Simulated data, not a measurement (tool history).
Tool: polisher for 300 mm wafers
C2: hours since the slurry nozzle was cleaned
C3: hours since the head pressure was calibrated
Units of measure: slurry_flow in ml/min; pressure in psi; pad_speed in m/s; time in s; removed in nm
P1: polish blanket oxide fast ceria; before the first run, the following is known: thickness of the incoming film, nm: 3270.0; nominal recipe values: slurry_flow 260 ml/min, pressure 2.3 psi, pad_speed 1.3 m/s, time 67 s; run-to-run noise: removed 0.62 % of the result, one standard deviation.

run 1 hour=7.1 | slurry_flow=260 pressure=2.3 pad_speed=1.3 time=67 | wafers_polished_on_this_pad=430 C2=166.2 C3=157.4 | removed=913.37
run 2 hour=16.6 | slurry_flow=260 pressure=2.3 pad_speed=1.3 time=67 | wafers_polished_on_this_pad=572 C2=175.7 C3=166.9 | removed=895.96
run 3 hour=26.6 | slurry_flow=260 pressure=2.3 pad_speed=1.3 time=67 | wafers_polished_on_this_pad=721 C2=185.7 C3=176.9 | removed=892.86
run 4 hour=33.7 | slurry_flow=260 pressure=2.3 pad_speed=1.3 time=67 | wafers_polished_on_this_pad=826 C2=192.8 C3=184 | removed=903.11
run 5 hour=45.2 | slurry_flow=260 pressure=2.3 pad_speed=1.3 time=67 | wafers_polished_on_this_pad=997 C2=204.3 C3=195.5 | removed=910.31
run 6 hour=53.9 | slurry_flow=155 pressure=2.3 pad_speed=1.3 time=67 | wafers_polished_on_this_pad=1127 C2=213 C3=204.2 | removed=845.02
run 7 hour=65.1 | slurry_flow=260 pressure=2.3 pad_speed=0.68 time=67 | wafers_polished_on_this_pad=1293 C2=224.2 C3=215.4 | removed=472.33
-- hour=70.6 slurry nozzle cleaned
run 8 hour=73.4 | slurry_flow=335 pressure=2.3 pad_speed=0.84 time=67 | wafers_polished_on_this_pad=1417 C2=2.9 C3=223.7 | removed=598.6
run 9 hour=82.5 | slurry_flow=395 pressure=2.3 pad_speed=0.64 time=67 | wafers_polished_on_this_pad=1552 C2=12 C3=232.8 | removed=463.53
run 10 hour=89.8 | slurry_flow=355 pressure=2.3 pad_speed=1.3 time=67 | wafers_polished_on_this_pad=1661 C2=19.3 C3=240.1 | removed=931.14
run 11 hour=95.2 | slurry_flow=260 pressure=1 pad_speed=1.3 time=67 | wafers_polished_on_this_pad=1741 C2=24.7 C3=245.5 | removed=392.07
run 12 hour=102.3 | slurry_flow=260 pressure=2.9 pad_speed=1.3 time=67 | wafers_polished_on_this_pad=1847 C2=31.8 C3=252.6 | removed=1137.1
run 13 hour=108.7 | slurry_flow=260 pressure=2.3 pad_speed=1.3 time=86 | wafers_polished_on_this_pad=1942 C2=38.2 C3=259 | removed=1174.1
-- hour=116.4 worn pad replaced by a new one
run 14 hour=120.4 | slurry_flow=260 pressure=2.3 pad_speed=1.3 time=36 | wafers_polished_on_this_pad=59 C2=49.9 C3=270.7 | removed=491.08
run 15 hour=128 | slurry_flow=260 pressure=2.3 pad_speed=1.74 time=67 | wafers_polished_on_this_pad=172 C2=57.5 C3=278.3 | removed=1197.7
run 16 hour=134.7 | slurry_flow=320 pressure=2.3 pad_speed=1.92 time=67 | wafers_polished_on_this_pad=272 C2=64.2 C3=285 | removed=1358.1
run 17 hour=145.8 | slurry_flow=260 pressure=2.3 pad_speed=1.3 time=67 | wafers_polished_on_this_pad=437 C2=75.3 C3=296.1 | removed=906.83
run 18 hour=157.4 | slurry_flow=260 pressure=2.3 pad_speed=1.3 time=67 | wafers_polished_on_this_pad=610 C2=86.9 C3=307.7 | removed=880.31
run 19 hour=165.1 | slurry_flow=260 pressure=2.3 pad_speed=1.3 time=67 | wafers_polished_on_this_pad=724 C2=94.6 C3=315.4 | removed=879.24
run 20 hour=173.7 | slurry_flow=260 pressure=2.3 pad_speed=1.3 time=67 | wafers_polished_on_this_pad=852 C2=103.2 C3=324 | removed=862.01
run 21 hour=181 | slurry_flow=260 pressure=2.3 pad_speed=1.3 time=67 | wafers_polished_on_this_pad=961 C2=110.5 C3=331.3 | removed=857.87
run 22 hour=191.3 | slurry_flow=260 pressure=2.3 pad_speed=1.3 time=67 | wafers_polished_on_this_pad=1114 C2=120.8 C3=341.6 | removed=852.62
-- hour=198.8 worn pad replaced by a new one
run 23 hour=202.3 | slurry_flow=260 pressure=2.3 pad_speed=1.3 time=67 | wafers_polished_on_this_pad=52 C2=131.8 C3=352.6 | removed=850.42
run 24 hour=212.7 | slurry_flow=260 pressure=2.3 pad_speed=1.3 time=67 | wafers_polished_on_this_pad=207 C2=142.2 C3=363 | removed=855.21
run 25 hour=219.9 | slurry_flow=260 pressure=2.3 pad_speed=1.3 time=67 | wafers_polished_on_this_pad=314 C2=149.4 C3=370.2 | removed=852.17

What P1 gives has crept off from where it sat before. The 2 causes that follow fit the log equally well, each at the size noted:
A: head's pressure below its setpoint, % = 6.07
B: slurry flow missing at the pad, % = 38.2
Onset of the creep was near hour 145.8.
Excluded causes, each with its reason:
removal rate lost through wear of the pad, %: its service at hour 198.8 followed the start of the drift and did not put the process back to its old value

Below are 4 check runs, each averaged over 2 wafers, with their results shown as question marks. Which of them would give clearly different results depending on which cause is behind the drift?
run check 1 hour=227.1 | slurry_flow=260 pressure=2.8 pad_speed=1.3 time=67 | removed=?
run check 2 hour=227.1 | slurry_flow=260 pressure=2.8 pad_speed=1 time=67 | removed=?
run check 3 hour=227.1 | slurry_flow=260 pressure=2.3 pad_speed=0.98 time=67 | removed=?
run check 4 hour=227.1 | slurry_flow=155 pressure=2.3 pad_speed=1.02 time=67 | removed=?

Predicted outcomes, by check and by cause:
check=check_1 result=removed if_A=1034 if_B=1034.1
check=check_2 result=removed if_A=795.37 if_B=795.44
check=check_3 result=removed if_A=640.27 if_B=640.33
check=check_4 result=removed if_A=622.32 if_B=598.99
Minimum pairwise separation of causes per check, each pair taken at its best-separating result: check 1 0.01 %; check 2 0.01 %; check 3 0.01 %; check 4 3.82 %
Check 4 tells the causes apart: in the others they would give nearly the same result.

With check 4 done, the readings were: removed 620.25 nm. Identify which of the listed causes applies.

Of the candidate causes, it is A: head's pressure below its setpoint, %.

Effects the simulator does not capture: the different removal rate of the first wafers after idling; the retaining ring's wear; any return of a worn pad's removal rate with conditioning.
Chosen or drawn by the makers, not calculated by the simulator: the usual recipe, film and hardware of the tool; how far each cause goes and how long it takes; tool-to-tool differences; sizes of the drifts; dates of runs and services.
